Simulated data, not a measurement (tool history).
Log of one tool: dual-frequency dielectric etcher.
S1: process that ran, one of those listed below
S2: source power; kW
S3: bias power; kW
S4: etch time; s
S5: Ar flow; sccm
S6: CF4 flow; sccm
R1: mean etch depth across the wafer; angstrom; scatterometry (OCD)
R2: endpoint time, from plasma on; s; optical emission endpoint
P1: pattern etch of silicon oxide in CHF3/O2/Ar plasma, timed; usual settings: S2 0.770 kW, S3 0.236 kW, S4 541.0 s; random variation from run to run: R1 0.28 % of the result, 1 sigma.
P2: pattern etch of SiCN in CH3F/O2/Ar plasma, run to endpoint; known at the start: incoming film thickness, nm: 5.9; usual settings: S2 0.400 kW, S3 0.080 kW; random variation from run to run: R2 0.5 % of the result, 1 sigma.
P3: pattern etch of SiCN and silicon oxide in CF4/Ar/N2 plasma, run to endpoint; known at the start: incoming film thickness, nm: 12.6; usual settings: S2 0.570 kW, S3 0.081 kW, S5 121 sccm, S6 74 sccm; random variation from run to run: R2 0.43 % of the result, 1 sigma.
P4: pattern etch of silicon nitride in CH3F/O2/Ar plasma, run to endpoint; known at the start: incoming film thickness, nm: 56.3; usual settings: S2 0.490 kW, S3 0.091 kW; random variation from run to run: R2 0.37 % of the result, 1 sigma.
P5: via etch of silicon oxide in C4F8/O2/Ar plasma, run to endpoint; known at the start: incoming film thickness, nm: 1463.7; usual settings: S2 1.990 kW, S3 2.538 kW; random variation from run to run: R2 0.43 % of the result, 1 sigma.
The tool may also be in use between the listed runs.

{"run": 1, "day": 0.308, "S1": "P1", "S2": 0.77, "S3": 0.236, "S4": 541.0, "R1": 12430.0}
{"run": 2, "day": 0.525, "S1": "P1", "S2": 0.77, "S3": 0.236, "S4": 541.0, "R1": 12385.0}
{"run": 3, "day": 0.817, "S1": "P1", "S2": 0.77, "S3": 0.236, "S4": 541.0, "R1": 12349.0}
{"run": 4, "day": 1.079, "S1": "P5", "S2": 1.99, "S3": 2.538, "R2": 272.85}
{"run": 5, "day": 1.312, "S1": "P5", "S2": 2.75, "S3": 2.538, "R2": 237.1}
{"run": 6, "day": 1.496, "S1": "P1", "S2": 0.77, "S3": 0.236, "S4": 740.0, "R1": 16984.0}
{"run": 7, "day": 1.725, "S1": "P4", "S2": 0.49, "S3": 0.056, "R2": 81.04}
{"run": 8, "day": 2.012, "S1": "P1", "S2": 0.77, "S3": 0.236, "S4": 541.0, "R1": 12369.0}
{"run": 9, "day": 2.279, "S1": "P1", "S2": 0.77, "S3": 0.321, "S4": 781.0, "R1": 19907.0}
{"run": 10, "day": 2.638, "S1": "P5", "S2": 1.99, "S3": 2.538, "R2": 272.01}
{"run": 11, "day": 2.862, "S1": "P3", "S2": 0.57, "S3": 0.081, "S5": 121, "S6": 74, "R2": 11.857}
{"run": 12, "day": 3.133, "S1": "P2", "S2": 0.4, "S3": 0.08, "R2": 15.052}
{"run": 13, "day": 3.321, "S1": "P1", "S2": 0.77, "S3": 0.19, "S4": 541.0, "R1": 11488.0}
{"run": 14, "day": 3.621, "S1": "P2", "S2": 0.4, "S3": 0.057, "R2": 16.741}
{"run": 15, "day": 3.892, "S1": "P1", "S2": 0.77, "S3": 0.236, "S4": 541.0, "R1": 12394.0}
{"run": 16, "day": 4.246, "S1": "P1", "S2": 0.77, "S3": 0.236, "S4": 541.0, "R1": 12386.0}
{"run": 17, "day": 4.45, "S1": "P1", "S2": 0.99, "S3": 0.144, "S4": 541.0, "R1": 11636.0}
{"run": 18, "day": 4.771, "S1": "P1", "S2": 0.46, "S3": 0.236, "S4": 541.0, "R1": 10237.0}
{"run": 19, "day": 5.146, "S1": "P3", "S2": 0.57, "S3": 0.105, "S5": 121, "S6": 74, "R2": 10.853}
{"run": 20, "day": 5.362, "S1": "P2", "S2": 0.26, "S3": 0.08, "R2": 17.489}
{"run": 21, "day": 5.538, "S1": "P3", "S2": 0.4, "S3": 0.081, "S5": 121, "S6": 74, "R2": 16.287}
{"run": 22, "day": 5.783, "S1": "P3", "S2": 0.57, "S3": 0.081, "S5": 85, "S6": 74, "R2": 11.385}
{"run": 23, "day": 5.971, "S1": "P4", "S2": 0.31, "S3": 0.091, "R2": 81.88}
{"run": 24, "day": 6.171, "S1": "P1", "S2": 0.77, "S3": 0.236, "S4": 541.0, "R1": 12302.0}
{"run": 25, "day": 6.412, "S1": "P2", "S2": 0.4, "S3": 0.08, "R2": 14.973}
{"run": 26, "day": 6.708, "S1": "P5", "S2": 1.99, "S3": 3.524, "R2": 243.17}
{"run": 27, "day": 7.038, "S1": "P1", "S2": 0.77, "S3": 0.236, "S4": 408.5, "R1": 9336.3}
{"run": 28, "day": 7.325, "S1": "P4", "S2": 0.49, "S3": 0.091, "R2": 68.958}
{"run": 29, "day": 7.696, "S1": "P1", "S2": 0.77, "S3": 0.327, "S4": 541.0, "R1": 13950.0}
{"run": 30, "day": 7.933, "S1": "P3", "S2": 0.57, "S3": 0.081, "S5": 121, "S6": 90, "R2": 11.512}
{"run": 31, "day": 8.204, "S1": "P1", "S2": 0.91, "S3": 0.236, "S4": 541.0, "R1": 13177.0}
{"run": 32, "day": 8.579, "S1": "P1", "S2": 0.77, "S3": 0.236, "S4": 541.0, "R1": 12391.0}
{"run": 33, "day": 8.908, "S1": "P1", "S2": 0.77, "S3": 0.236, "S4": 541.0, "R1": 12506.0}
{"run": 34, "day": 9.117, "S1": "P1", "S2": 0.77, "S3": 0.236, "S4": 541.0, "R1": 12440.0}
{"run": 35, "day": 9.433, "S1": "P1", "S2": 0.77, "S3": 0.236, "S4": 541.0, "R1": 12525.0}
{"run": 36, "day": 9.667, "S1": "P1", "S2": 0.77, "S3": 0.236, "S4": 541.0, "R1": 12519.0}
{"day": 9.862, "done": "wet clean of the chamber"}
{"run": 37, "day": 10.012, "S1": "P1", "S2": 0.77, "S3": 0.236, "S4": 541.0, "R1": 12598.0}
{"run": 38, "day": 10.246, "S1": "P1", "S2": 0.77, "S3": 0.236, "S4": 541.0, "R1": 12632.0}
{"run": 39, "day": 10.546, "S1": "P1", "S2": 0.77, "S3": 0.236, "S4": 541.0, "R1": 12567.0}
{"run": 40, "day": 10.912, "S1": "P1", "S2": 0.77, "S3": 0.236, "S4": 541.0, "R1": 12565.0}
{"run": 41, "day": 11.117, "S1": "P1", "S2": 0.77, "S3": 0.236, "S4": 541.0, "R1": 12620.0}
{"run": 42, "day": 11.438, "S1": "P1", "S2": 0.77, "S3": 0.236, "S4": 541.0, "R1": 12619.0}

What P1 gives has crept away from where it was. These 2 causes fit the log equally well, each at the size given:
A: source power that arrives over what is set, % = 4.42
B: bias power that arrives over what is set, % = 4.79
The creep began at about day 8.579.
Why every other cause is out:
chamber walls in a state that raises the etch rate, %: serviced at day 9.862, which brought nothing back

4 check runs are offered, each on 2 wafers whose results are averaged, their results left as question marks. Which one tells the causes apart?
{"run": "check 1", "day": 11.758, "S1": "P3", "S2": 0.57, "S3": 0.081, "S5": 121, "S6": 74, "R2": "?"}
{"run": "check 2", "day": 11.758, "S1": "P4", "S2": 0.49, "S3": 0.091, "R2": "?"}
{"run": "check 3", "day": 11.758, "S1": "P2", "S2": 0.4, "S3": 0.08, "R2": "?"}
{"run": "check 4", "day": 11.758, "S1": "P5", "S2": 1.99, "S3": 2.538, "R2": "?"}

What each check would give under each cause:
check=check_1 result=R2 if_A=11.417 if_B=11.668
check=check_2 result=R2 if_A=67.838 if_B=67.809
check=check_3 result=R2 if_A=14.727 if_B=14.715
check=check_4 result=R2 if_A=265.320 if_B=266.090
How far apart the two closest causes lie, in the result that separates them most: check 1 2.17 %; check 2 0.04 %; check 3 0.08 %; check 4 0.29 %
Check 1 tells the causes apart: in the others they would give nearly the same result.

Then check 1 was run and gave: R2 11.374 s. Which cause is it?

It is A: source power that arrives over what is set, %.

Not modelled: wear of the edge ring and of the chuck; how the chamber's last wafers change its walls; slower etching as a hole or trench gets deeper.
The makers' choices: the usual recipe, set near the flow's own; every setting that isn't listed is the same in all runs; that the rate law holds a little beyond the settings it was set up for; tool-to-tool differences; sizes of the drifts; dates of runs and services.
